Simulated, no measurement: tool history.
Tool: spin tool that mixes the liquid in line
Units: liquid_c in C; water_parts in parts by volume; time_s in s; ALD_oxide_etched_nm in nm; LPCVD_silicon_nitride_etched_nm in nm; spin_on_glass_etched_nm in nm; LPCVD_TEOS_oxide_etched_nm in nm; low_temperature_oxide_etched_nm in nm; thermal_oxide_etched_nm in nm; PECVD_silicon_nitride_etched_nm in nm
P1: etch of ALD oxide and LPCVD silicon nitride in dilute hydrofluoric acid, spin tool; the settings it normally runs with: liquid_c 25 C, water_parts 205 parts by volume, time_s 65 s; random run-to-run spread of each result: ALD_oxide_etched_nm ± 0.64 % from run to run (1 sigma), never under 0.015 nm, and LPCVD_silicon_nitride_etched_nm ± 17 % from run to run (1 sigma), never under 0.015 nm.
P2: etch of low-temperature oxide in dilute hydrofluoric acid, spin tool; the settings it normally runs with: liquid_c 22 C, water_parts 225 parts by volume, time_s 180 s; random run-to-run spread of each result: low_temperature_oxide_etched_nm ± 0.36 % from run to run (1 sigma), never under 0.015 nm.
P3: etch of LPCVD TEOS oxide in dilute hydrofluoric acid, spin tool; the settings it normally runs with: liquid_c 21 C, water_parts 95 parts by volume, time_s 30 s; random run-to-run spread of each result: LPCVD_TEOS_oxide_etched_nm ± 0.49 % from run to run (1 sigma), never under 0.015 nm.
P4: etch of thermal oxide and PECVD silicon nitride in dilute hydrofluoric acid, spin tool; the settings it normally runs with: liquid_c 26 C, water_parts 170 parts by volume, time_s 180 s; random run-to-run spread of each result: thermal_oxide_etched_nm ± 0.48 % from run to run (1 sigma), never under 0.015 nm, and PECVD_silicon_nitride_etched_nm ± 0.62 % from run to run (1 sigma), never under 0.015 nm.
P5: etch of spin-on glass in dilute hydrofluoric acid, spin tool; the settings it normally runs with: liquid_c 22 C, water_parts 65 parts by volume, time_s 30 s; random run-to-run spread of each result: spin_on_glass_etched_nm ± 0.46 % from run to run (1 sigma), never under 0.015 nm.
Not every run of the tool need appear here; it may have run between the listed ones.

| run | hour | process | liquid_c | water_parts | time_s | hours since the thermometer was replaced | hours since the hydrofluoric acid flow meter was replaced | ALD_oxide_etched_nm | LPCVD_silicon_nitride_etched_nm | spin_on_glass_etched_nm | LPCVD_TEOS_oxide_etched_nm | low_temperature_oxide_etched_nm | thermal_oxide_etched_nm | PECVD_silicon_nitride_etched_nm |
|---|---|---|---|---|---|---|---|---|---|---|---|---|---|---|
| 1 | 2.3 | P1 | 25 | 205 | 65 | 1716.6 | 316.6 | 4.008 | 0.20216 |  |  |  |  |  |
| 2 | 6.2 | P5 | 22 | 115 | 30 | 1720.5 | 320.5 |  |  | 5.0337 |  |  |  |  |
| 3 | 8.9 | P1 | 25 | 205 | 65 | 1723.2 | 323.2 | 4.0275 | 0.16281 |  |  |  |  |  |
| 4 | 11.1 | P1 | 18 | 205 | 100 | 1725.4 | 325.4 | 4.79 | 0.15604 |  |  |  |  |  |
| 5 | 14.2 | P3 | 21 | 95 | 15 | 1728.5 | 328.5 |  |  |  | 7.6751 |  |  |  |
| 6 | 16.4 | P1 | 25 | 205 | 120 | 1730.7 | 330.7 | 7.4626 | 0.26402 |  |  |  |  |  |
| 7 | 19 | P3 | 17 | 95 | 30 | 1733.3 | 333.3 |  |  |  | 13.114 |  |  |  |
| 8 | 21.4 | P2 | 22 | 225 | 180 | 1735.7 | 335.7 |  |  |  |  | 9.9794 |  |  |
| 9 | 25.2 | P3 | 21 | 95 | 30 | 1739.5 | 339.5 |  |  |  | 15.309 |  |  |  |
| 10 | 28.9 | P4 | 26 | 170 | 335 | 1743.2 | 343.2 |  |  |  |  |  | 8.8668 | 7.4724 |
| 11 | 31.7 | P1 | 25 | 50 | 65 | 1746 | 346 | 19.998 | 0.6575 |  |  |  |  |  |
| 12 | 34.5 | P1 | 33.5 | 205 | 65 | 1748.8 | 348.8 | 5.353 | 0.2366 |  |  |  |  |  |
| 13 | 36.6 | P4 | 26 | 170 | 180 | 1750.9 | 350.9 |  |  |  |  |  | 4.7312 | 4.0344 |
| 14 | 38.9 | P1 | 25 | 340 | 65 | 1753.2 | 353.2 | 2.1704 | 0.1 |  |  |  |  |  |
| 15 | 42.6 | P2 | 22 | 225 | 290 | 1756.9 | 356.9 |  |  |  |  | 16.044 |  |  |
| 16 | 44.8 | P1 | 25 | 205 | 65 | 1759.1 | 359.1 | 4.08 | 0.18561 |  |  |  |  |  |
| 17 | 48.7 | P4 | 26 | 295 | 180 | 1763 | 363 |  |  |  |  |  | 2.3832 | 2.3473 |
| 18 | 50.8 | P5 | 22 | 65 | 60 | 1765.1 | 365.1 |  |  | 18.976 |  |  |  |  |
| 19 | 53.3 | P1 | 25 | 205 | 65 | 1767.6 | 367.6 | 4.0643 | 0.18269 |  |  |  |  |  |
| 20 | 56 | P5 | 22 | 65 | 30 | 1770.3 | 370.3 |  |  | 9.4213 |  |  |  |  |
| 21 | 60.1 | P4 | 20.5 | 170 | 180 | 1774.4 | 374.4 |  |  |  |  |  | 3.867 | 2.846 |
| 22 | 64.2 | P2 | 22 | 400 | 180 | 1778.5 | 378.5 |  |  |  |  | 4.7851 |  |  |
| 23 | 67.6 | P1 | 18 | 65 | 65 | 1781.9 | 381.9 | 11.264 | 0.33238 |  |  |  |  |  |
| 24 | 70.8 | P2 | 17 | 225 | 180 | 1785.1 | 385.1 |  |  |  |  | 8.2478 |  |  |
| 25 | 73.4 | P1 | 25 | 205 | 30 | 1787.7 | 387.7 | 1.8658 | 0.069779 |  |  |  |  |  |
| 26 | 76.1 | P3 | 21 | 175 | 30 | 1790.4 | 390.4 |  |  |  | 7.6813 |  |  |  |
| 27 | 80.1 | P5 | 30 | 65 | 30 | 1794.4 | 394.4 |  |  | 13.077 |  |  |  |  |
| 28 | 83.3 | P1 | 20.5 | 205 | 25 | 1797.6 | 397.6 | 1.3058 | 0.02987 |  |  |  |  |  |
| 29 | 86.3 | P3 | 21 | 95 | 30 | 1800.6 | 400.6 |  |  |  | 15.377 |  |  |  |
| 30 | 89.2 | P1 | 19.5 | 205 | 65 | 1803.5 | 403.5 | 3.2733 | 0.14738 |  |  |  |  |  |
| 31 | 92.9 | P1 | 25 | 205 | 65 | 1807.2 | 407.2 | 4.086 | 0.18512 |  |  |  |  |  |
| 32 | 94.9 | P1 | 25 | 205 | 65 | 1809.2 | 409.2 | 4.093 | 0.15662 |  |  |  |  |  |
| 33 | 98.3 | P1 | 25 | 205 | 65 | 1812.6 | 412.6 | 3.9549 | 0.10905 |  |  |  |  |  |
| 34 | 101.1 | P1 | 25 | 205 | 65 | 1815.4 | 415.4 | 3.9134 | 0.16867 |  |  |  |  |  |
| 35 | 103.9 | P1 | 25 | 205 | 65 | 1818.2 | 418.2 | 3.8413 | 0.17326 |  |  |  |  |  |
| 36 | 107.5 | P1 | 25 | 205 | 65 | 1821.8 | 421.8 | 3.8572 | 0.12528 |  |  |  |  |  |
| 37 | 109.8 | P1 | 25 | 205 | 65 | 1824.1 | 424.1 | 3.8769 | 0.17389 |  |  |  |  |  |
| 38 | 113.6 | P1 | 25 | 205 | 65 | 1827.9 | 427.9 | 3.8316 | 0.18532 |  |  |  |  |  |
| 39 | 115.5 | P1 | 25 | 205 | 65 | 1829.8 | 429.8 | 3.8518 | 0.131 |  |  |  |  |  |
| 40 | 118.4 | P1 | 25 | 205 | 65 | 1832.7 | 432.7 | 3.8963 | 0.13235 |  |  |  |  |  |

What P1 gives has crept off from where it sat before. The 2 causes that follow fit the log equally well, each at the size noted:
A: liquid colder than its thermometer reads (K) = 1.45
B: hydrofluoric acid flow below the setpoint (%) = 4.24
The process output started creeping at around hour 94.9.

4 check runs are offered, each on 2 wafers whose results are averaged, their results left as question marks. Which one tells the causes apart?
| check 1 | 121.3 | P4 | 26 | 295 | 325 |  |  |  |  |  |  |  | ? | ? |
| check 2 | 121.3 | P3 | 21 | 150 | 15 |  |  |  |  |  | ? |  |  |  |
| check 3 | 121.3 | P5 | 28 | 110 | 30 |  |  |  |  | ? |  |  |  |  |
| check 4 | 121.3 | P2 | 17 | 225 | 180 |  |  |  |  |  |  | ? |  |  |

Outcome of each check run for each possible cause:
| check | result | if A | if B |
|---|---|---|---|
| check 1 | thermal_oxide_etched_nm | 4.0937 | 4.0658 |
| check 1 | PECVD_silicon_nitride_etched_nm | 3.8648 | 4.0389 |
| check 2 | LPCVD_TEOS_oxide_etched_nm | 4.3216 | 4.3527 |
| check 3 | spin_on_glass_etched_nm | 6.315 | 6.3501 |
| check 4 | low_temperature_oxide_etched_nm | 7.7782 | 7.82 |
Gap, in per cent, between the two causes that each check separates least, read from the result that separates them most: check 1 4.41 %; check 2 0.72 %; check 3 0.55 %; check 4 0.54 %
Only check 1 tells the causes apart: in the others they would give nearly the same result.

Running check 1 produced the following: thermal_oxide_etched_nm 4.0992 nm; PECVD_silicon_nitride_etched_nm 3.8589 nm. Which one of the listed causes fits?

It is A: liquid colder than its thermometer reads (K).
